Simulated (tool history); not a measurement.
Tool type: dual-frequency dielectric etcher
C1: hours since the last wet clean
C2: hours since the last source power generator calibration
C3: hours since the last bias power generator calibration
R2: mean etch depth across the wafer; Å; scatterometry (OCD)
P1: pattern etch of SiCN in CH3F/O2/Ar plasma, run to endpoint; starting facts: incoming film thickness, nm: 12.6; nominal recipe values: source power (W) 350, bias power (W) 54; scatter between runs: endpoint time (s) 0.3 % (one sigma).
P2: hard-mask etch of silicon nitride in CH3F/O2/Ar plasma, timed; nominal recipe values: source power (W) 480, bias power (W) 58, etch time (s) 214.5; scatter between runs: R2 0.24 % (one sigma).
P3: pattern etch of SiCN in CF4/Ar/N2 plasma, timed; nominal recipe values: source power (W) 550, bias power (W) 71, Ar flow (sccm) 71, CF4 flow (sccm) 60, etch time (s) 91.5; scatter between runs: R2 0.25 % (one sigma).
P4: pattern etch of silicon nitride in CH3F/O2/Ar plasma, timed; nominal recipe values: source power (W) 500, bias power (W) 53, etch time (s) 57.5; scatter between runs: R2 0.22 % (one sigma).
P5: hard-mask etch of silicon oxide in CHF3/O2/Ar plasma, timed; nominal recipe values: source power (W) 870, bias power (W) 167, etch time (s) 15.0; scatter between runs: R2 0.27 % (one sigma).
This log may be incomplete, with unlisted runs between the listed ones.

{"run": 1, "hour": 11.0, "process that ran": "P1", "source power (W)": 350, "bias power (W)": 54, "C1": 412.6, "C2": 1150.8, "C3": 3334.8, "endpoint time (s)": 39.323}
{"run": 2, "hour": 23.8, "process that ran": "P4", "source power (W)": 500, "bias power (W)": 53, "etch time (s)": 57.5, "C1": 425.4, "C2": 1163.6, "C3": 3347.6, "R2": 396.65}
{"hour": 36.7, "done": "bias power generator calibrated"}
{"run": 3, "hour": 37.5, "process that ran": "P1", "source power (W)": 350, "bias power (W)": 54, "C1": 439.1, "C2": 1177.3, "C3": 0.9, "endpoint time (s)": 39.554}
{"run": 4, "hour": 49.1, "process that ran": "P1", "source power (W)": 350, "bias power (W)": 70, "C1": 450.7, "C2": 1188.9, "C3": 12.5, "endpoint time (s)": 36.389}
{"run": 5, "hour": 64.1, "process that ran": "P2", "source power (W)": 310, "bias power (W)": 58, "etch time (s)": 214.5, "C1": 465.7, "C2": 1203.9, "C3": 27.5, "R2": 1242.6}
{"run": 6, "hour": 79.8, "process that ran": "P3", "source power (W)": 550, "bias power (W)": 71, "etch time (s)": 91.5, "Ar flow (sccm)": 71, "CF4 flow (sccm)": 41, "C1": 481.4, "C2": 1219.6, "C3": 43.2, "R2": 895.96}
{"run": 7, "hour": 89.9, "process that ran": "P4", "source power (W)": 500, "bias power (W)": 53, "etch time (s)": 57.5, "C1": 491.5, "C2": 1229.7, "C3": 53.3, "R2": 395.49}
{"run": 8, "hour": 102.4, "process that ran": "P3", "source power (W)": 720, "bias power (W)": 71, "etch time (s)": 91.5, "Ar flow (sccm)": 71, "CF4 flow (sccm)": 60, "C1": 504.0, "C2": 1242.2, "C3": 65.8, "R2": 1201.1}
{"run": 9, "hour": 112.1, "process that ran": "P1", "source power (W)": 480, "bias power (W)": 40, "C1": 513.7, "C2": 1251.9, "C3": 75.5, "endpoint time (s)": 38.493}
{"run": 10, "hour": 121.2, "process that ran": "P1", "source power (W)": 350, "bias power (W)": 54, "C1": 522.8, "C2": 1261.0, "C3": 84.6, "endpoint time (s)": 39.342}
{"run": 11, "hour": 132.7, "process that ran": "P5", "source power (W)": 870, "bias power (W)": 167, "etch time (s)": 21.5, "C1": 534.3, "C2": 1272.5, "C3": 96.1, "R2": 478.19}
{"run": 12, "hour": 144.1, "process that ran": "P4", "source power (W)": 500, "bias power (W)": 70, "etch time (s)": 57.5, "C1": 545.7, "C2": 1283.9, "C3": 107.5, "R2": 433.18}
{"run": 13, "hour": 157.3, "process that ran": "P4", "source power (W)": 300, "bias power (W)": 53, "etch time (s)": 57.5, "C1": 558.9, "C2": 1297.1, "C3": 120.7, "R2": 325.81}
{"run": 14, "hour": 165.6, "process that ran": "P3", "source power (W)": 550, "bias power (W)": 55, "etch time (s)": 91.5, "Ar flow (sccm)": 71, "CF4 flow (sccm)": 60, "C1": 567.2, "C2": 1305.4, "C3": 129.0, "R2": 875.6}
{"run": 15, "hour": 172.7, "process that ran": "P5", "source power (W)": 870, "bias power (W)": 215, "etch time (s)": 15.0, "C1": 574.3, "C2": 1312.5, "C3": 136.1, "R2": 361.14}
{"run": 16, "hour": 181.0, "process that ran": "P4", "source power (W)": 500, "bias power (W)": 53, "etch time (s)": 75.0, "C1": 582.6, "C2": 1320.8, "C3": 144.4, "R2": 517.51}
{"run": 17, "hour": 190.9, "process that ran": "P3", "source power (W)": 550, "bias power (W)": 71, "etch time (s)": 91.5, "Ar flow (sccm)": 71, "CF4 flow (sccm)": 60, "C1": 592.5, "C2": 1330.7, "C3": 154.3, "R2": 951.06}
{"run": 18, "hour": 199.5, "process that ran": "P5", "source power (W)": 870, "bias power (W)": 167, "etch time (s)": 15.0, "C1": 601.1, "C2": 1339.3, "C3": 162.9, "R2": 331.97}
{"run": 19, "hour": 213.5, "process that ran": "P2", "source power (W)": 480, "bias power (W)": 36, "etch time (s)": 214.5, "C1": 615.1, "C2": 1353.3, "C3": 176.9, "R2": 1282.3}
{"run": 20, "hour": 220.8, "process that ran": "P1", "source power (W)": 420, "bias power (W)": 40, "C1": 622.4, "C2": 1360.6, "C3": 184.2, "endpoint time (s)": 40.631}
{"run": 21, "hour": 230.2, "process that ran": "P1", "source power (W)": 440, "bias power (W)": 54, "C1": 631.8, "C2": 1370.0, "C3": 193.6, "endpoint time (s)": 36.397}
{"run": 22, "hour": 242.9, "process that ran": "P2", "source power (W)": 480, "bias power (W)": 58, "etch time (s)": 214.5, "C1": 644.5, "C2": 1382.7, "C3": 206.3, "R2": 1468.5}
{"run": 23, "hour": 258.3, "process that ran": "P5", "source power (W)": 610, "bias power (W)": 167, "etch time (s)": 15.0, "C1": 659.9, "C2": 1398.1, "C3": 221.7, "R2": 290.43}
{"run": 24, "hour": 267.4, "process that ran": "P5", "source power (W)": 870, "bias power (W)": 167, "etch time (s)": 15.0, "C1": 669.0, "C2": 1407.2, "C3": 230.8, "R2": 334.28}
{"run": 25, "hour": 277.9, "process that ran": "P1", "source power (W)": 250, "bias power (W)": 54, "C1": 679.5, "C2": 1417.7, "C3": 241.3, "endpoint time (s)": 45.235}
{"run": 26, "hour": 286.8, "process that ran": "P2", "source power (W)": 480, "bias power (W)": 58, "etch time (s)": 167.0, "C1": 688.4, "C2": 1426.6, "C3": 250.2, "R2": 1147.4}
{"run": 27, "hour": 295.4, "process that ran": "P1", "source power (W)": 350, "bias power (W)": 54, "C1": 697.0, "C2": 1435.2, "C3": 258.8, "endpoint time (s)": 39.626}
{"run": 28, "hour": 303.5, "process that ran": "P1", "source power (W)": 350, "bias power (W)": 31, "C1": 705.1, "C2": 1443.3, "C3": 266.9, "endpoint time (s)": 47.014}
{"run": 29, "hour": 314.9, "process that ran": "P3", "source power (W)": 550, "bias power (W)": 71, "etch time (s)": 50.5, "Ar flow (sccm)": 71, "CF4 flow (sccm)": 60, "C1": 716.5, "C2": 1454.7, "C3": 278.3, "R2": 524.51}
{"run": 30, "hour": 326.1, "process that ran": "P3", "source power (W)": 550, "bias power (W)": 71, "etch time (s)": 91.5, "Ar flow (sccm)": 51, "CF4 flow (sccm)": 60, "C1": 727.7, "C2": 1465.9, "C3": 289.5, "R2": 993.28}
{"run": 31, "hour": 339.5, "process that ran": "P1", "source power (W)": 350, "bias power (W)": 54, "C1": 741.1, "C2": 1479.3, "C3": 302.9, "endpoint time (s)": 39.529}
{"run": 32, "hour": 351.2, "process that ran": "P1", "source power (W)": 350, "bias power (W)": 54, "C1": 752.8, "C2": 1491.0, "C3": 314.6, "endpoint time (s)": 39.216}
{"run": 33, "hour": 358.3, "process that ran": "P1", "source power (W)": 350, "bias power (W)": 54, "C1": 759.9, "C2": 1498.1, "C3": 321.7, "endpoint time (s)": 39.353}
{"run": 34, "hour": 367.7, "process that ran": "P1", "source power (W)": 350, "bias power (W)": 54, "C1": 769.3, "C2": 1507.5, "C3": 331.1, "endpoint time (s)": 39.237}
{"run": 35, "hour": 381.9, "process that ran": "P1", "source power (W)": 350, "bias power (W)": 54, "C1": 783.5, "C2": 1521.7, "C3": 345.3, "endpoint time (s)": 39.101}
{"run": 36, "hour": 394.8, "process that ran": "P1", "source power (W)": 350, "bias power (W)": 54, "C1": 796.4, "C2": 1534.6, "C3": 358.2, "endpoint time (s)": 38.989}
{"run": 37, "hour": 408.2, "process that ran": "P1", "source power (W)": 350, "bias power (W)": 54, "C1": 809.8, "C2": 1548.0, "C3": 371.6, "endpoint time (s)": 38.823}
{"hour": 416.4, "done": "wet clean of the chamber"}
{"run": 38, "hour": 419.5, "process that ran": "P1", "source power (W)": 350, "bias power (W)": 54, "C1": 3.2, "C2": 1559.3, "C3": 382.9, "endpoint time (s)": 39.233}
{"run": 39, "hour": 432.1, "process that ran": "P1", "source power (W)": 350, "bias power (W)": 54, "C1": 15.8, "C2": 1571.9, "C3": 395.5, "endpoint time (s)": 39.061}
{"run": 40, "hour": 444.7, "process that ran": "P1", "source power (W)": 350, "bias power (W)": 54, "C1": 28.4, "C2": 1584.5, "C3": 408.1, "endpoint time (s)": 38.929}

The output of P1 has drifted from where it used to be. Each of the 2 causes below, taken at the size shown beside it, accounts for the log equally well:
A: bias power that arrives over what is set, % = 4.57
B: source power that arrives over what is set, % = 4
The gradual shift began around hour 339.5.
Each remaining cause and why it is not a fit:
chamber walls in a state that raises the etch rate, %: serviced at hour 416.4, after the change had begun; the process did not return to its earlier output

Listed below are the offered check runs, one wafer per run, with question marks in place of results. For which of them would the causes give clearly different outcomes?
{"run": "check 1", "hour": 457.3, "process that ran": "P3", "source power (W)": 550, "bias power (W)": 71, "etch time (s)": 91.5, "Ar flow (sccm)": 51, "CF4 flow (sccm)": 60, "R2": "?"}
{"run": "check 2", "hour": 457.3, "process that ran": "P4", "source power (W)": 320, "bias power (W)": 53, "etch time (s)": 73.5, "R2": "?"}
{"run": "check 3", "hour": 457.3, "process that ran": "P5", "source power (W)": 690, "bias power (W)": 167, "etch time (s)": 19.5, "R2": "?"}
{"run": "check 4", "hour": 457.3, "process that ran": "P2", "source power (W)": 330, "bias power (W)": 44, "etch time (s)": 214.5, "R2": "?"}

How each check would come out, cause by cause:
check=check_1 result=R2 if_A=1006.90 if_B=1027.90
check=check_2 result=R2 if_A=432.41 if_B=432.65
check=check_3 result=R2 if_A=401.60 if_B=401.76
check=check_4 result=R2 if_A=1183.50 if_B=1185.20
Minimum pairwise separation of causes per check, each pair taken at its best-separating result: check 1 2.06 %; check 2 0.05 %; check 3 0.04 %; check 4 0.15 %
Only check 1 tells the causes apart: in the others they would give nearly the same result.

Then check 1 was run and gave: R2 1005.20 Å. Which cause is it?

Of the candidate causes, it is A: bias power that arrives over what is set, %.
